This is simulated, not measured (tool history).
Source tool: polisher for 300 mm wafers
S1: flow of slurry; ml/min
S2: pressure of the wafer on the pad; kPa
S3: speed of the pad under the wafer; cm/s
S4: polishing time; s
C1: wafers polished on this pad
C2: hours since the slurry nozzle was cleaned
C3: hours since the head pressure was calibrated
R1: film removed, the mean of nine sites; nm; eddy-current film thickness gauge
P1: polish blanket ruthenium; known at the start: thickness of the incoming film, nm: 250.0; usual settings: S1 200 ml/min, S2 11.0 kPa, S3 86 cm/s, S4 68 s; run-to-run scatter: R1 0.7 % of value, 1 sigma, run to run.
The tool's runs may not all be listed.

Run 1, day 0.392: S1 200 ml/min, S2 11.0 kPa, S3 86 cm/s, S4 68 s; C1 398; C2 194.2; C3 366.8. Result: R1 45.351 nm.
Run 2, day 0.767: S1 285 ml/min, S2 11.0 kPa, S3 44 cm/s, S4 68 s; C1 451; C2 203.2; C3 375.8. Result: R1 23.846 nm.
Run 3, day 1.292: S1 200 ml/min, S2 11.0 kPa, S3 86 cm/s, S4 107 s; C1 527; C2 215.8; C3 388.4. Result: R1 71.705 nm.
Run 4, day 2.017: S1 260 ml/min, S2 11.0 kPa, S3 86 cm/s, S4 68 s; C1 631; C2 233.2; C3 405.8. Result: R1 46.868 nm.
Run 5, day 2.496: S1 200 ml/min, S2 17.2 kPa, S3 86 cm/s, S4 68 s; C1 700; C2 244.7; C3 417.3. Result: R1 70.952 nm.
Run 6, day 3.117: S1 200 ml/min, S2 11.0 kPa, S3 56 cm/s, S4 68 s; C1 789; C2 259.6; C3 432.2. Result: R1 29.608 nm.
Run 7, day 3.662: S1 200 ml/min, S2 11.0 kPa, S3 86 cm/s, S4 68 s; C1 868; C2 272.7; C3 445.3. Result: R1 44.694 nm.
Run 8, day 4.317: S1 200 ml/min, S2 7.6 kPa, S3 86 cm/s, S4 41 s; C1 962; C2 288.4; C3 461.0. Result: R1 18.486 nm.
Run 9, day 4.688: S1 200 ml/min, S2 11.0 kPa, S3 86 cm/s, S4 68 s; C1 1015; C2 297.3; C3 469.9. Result: R1 45.403 nm.
Run 10, day 5.275: S1 200 ml/min, S2 4.8 kPa, S3 86 cm/s, S4 68 s; C1 1100; C2 311.4; C3 484.0. Result: R1 19.619 nm.
At day 5.617: head pressure recalibrated.
Run 11, day 5.896: S1 120 ml/min, S2 11.0 kPa, S3 86 cm/s, S4 68 s; C1 1189; C2 326.3; C3 6.7. Result: R1 41.609 nm.
Run 12, day 6.250: S1 200 ml/min, S2 11.0 kPa, S3 126 cm/s, S4 68 s; C1 1240; C2 334.8; C3 15.2. Result: R1 66.623 nm.
Run 13, day 6.600: S1 200 ml/min, S2 11.0 kPa, S3 86 cm/s, S4 68 s; C1 1290; C2 343.2; C3 23.6. Result: R1 45.625 nm.
Run 14, day 7.008: S1 200 ml/min, S2 11.0 kPa, S3 86 cm/s, S4 31 s; C1 1349; C2 353.0; C3 33.4. Result: R1 20.911 nm.
Run 15, day 7.429: S1 120 ml/min, S2 14.5 kPa, S3 86 cm/s, S4 68 s; C1 1410; C2 363.1; C3 43.5. Result: R1 54.369 nm.
Run 16, day 7.808: S1 200 ml/min, S2 11.0 kPa, S3 86 cm/s, S4 68 s; C1 1464; C2 372.2; C3 52.6. Result: R1 45.457 nm.
Run 17, day 8.533: S1 200 ml/min, S2 11.0 kPa, S3 86 cm/s, S4 68 s; C1 1569; C2 389.6; C3 70.0. Result: R1 44.050 nm.
Run 18, day 8.862: S1 200 ml/min, S2 11.0 kPa, S3 86 cm/s, S4 68 s; C1 1616; C2 397.5; C3 77.9. Result: R1 43.982 nm.
Run 19, day 9.279: S1 200 ml/min, S2 11.0 kPa, S3 86 cm/s, S4 68 s; C1 1676; C2 407.5; C3 87.9. Result: R1 43.891 nm.
Run 20, day 9.846: S1 200 ml/min, S2 11.0 kPa, S3 86 cm/s, S4 68 s; C1 1757; C2 421.1; C3 101.5. Result: R1 42.988 nm.
Run 21, day 10.492: S1 200 ml/min, S2 11.0 kPa, S3 86 cm/s, S4 68 s; C1 1850; C2 436.6; C3 117.0. Result: R1 43.765 nm.
At day 11.162: worn pad replaced by a new one.
Run 22, day 11.162: S1 200 ml/min, S2 11.0 kPa, S3 86 cm/s, S4 68 s; C1 0; C2 452.7; C3 133.1. Result: R1 43.308 nm.
Run 23, day 11.729: S1 200 ml/min, S2 11.0 kPa, S3 86 cm/s, S4 68 s; C1 82; C2 466.3; C3 146.7. Result: R1 43.141 nm.
Run 24, day 12.304: S1 200 ml/min, S2 11.0 kPa, S3 86 cm/s, S4 68 s; C1 164; C2 480.1; C3 160.5. Result: R1 42.185 nm.
Run 25, day 12.833: S1 200 ml/min, S2 11.0 kPa, S3 86 cm/s, S4 68 s; C1 240; C2 492.8; C3 173.2. Result: R1 43.094 nm.

Something has made what P1 gives creep away from where it was; the 2 causes below, each at its own stated size, fit the log equally well:
A: head's pressure below its setpoint, % = 4.93
B: slurry flow missing at the pad, % = 28
At approximately day 7.808, the process output began to creep.
Each remaining cause and why it is not a fit:
removal rate lost through wear of the pad, %: work on it at day 11.162, done after the drift set in, did not restore what the process gave before

You are offered 4 check runs, listed below with question marks in place of their results; each one averages 3 wafers. Which run separates the listed causes by giving clearly different results for each?
Run check 1, day 13.362: S1 120 ml/min, S2 11.0 kPa, S3 86 cm/s, S4 103 s. Result: R1 ?.
Run check 2, day 13.362: S1 200 ml/min, S2 4.8 kPa, S3 86 cm/s, S4 36 s. Result: R1 ?.
Run check 3, day 13.362: S1 200 ml/min, S2 11.0 kPa, S3 126 cm/s, S4 34 s. Result: R1 ?.
Run check 4, day 13.362: S1 200 ml/min, S2 16.5 kPa, S3 86 cm/s, S4 68 s. Result: R1 ?.

Predicted outcomes, by check and by cause:
  check  result     if A     if B
check 1      R1  59.6910  57.9210
check 2      R1   9.9489   9.9478
check 3      R1  31.4660  31.4630
check 4      R1  64.4310  64.4240
Per-check spread between the two closest causes, in the result where they differ most: check 1 3.01 %; check 2 0.01 %; check 3 0.01 %; check 4 0.01 %
Check 1 is the one run that separates the causes; every other check would come out nearly the same whichever cause is at work.

The results of check 1 are: R1 59.6810 nm. Based on these, which of the listed causes is it?

Of the candidate causes, it is A: head's pressure below its setpoint, %.

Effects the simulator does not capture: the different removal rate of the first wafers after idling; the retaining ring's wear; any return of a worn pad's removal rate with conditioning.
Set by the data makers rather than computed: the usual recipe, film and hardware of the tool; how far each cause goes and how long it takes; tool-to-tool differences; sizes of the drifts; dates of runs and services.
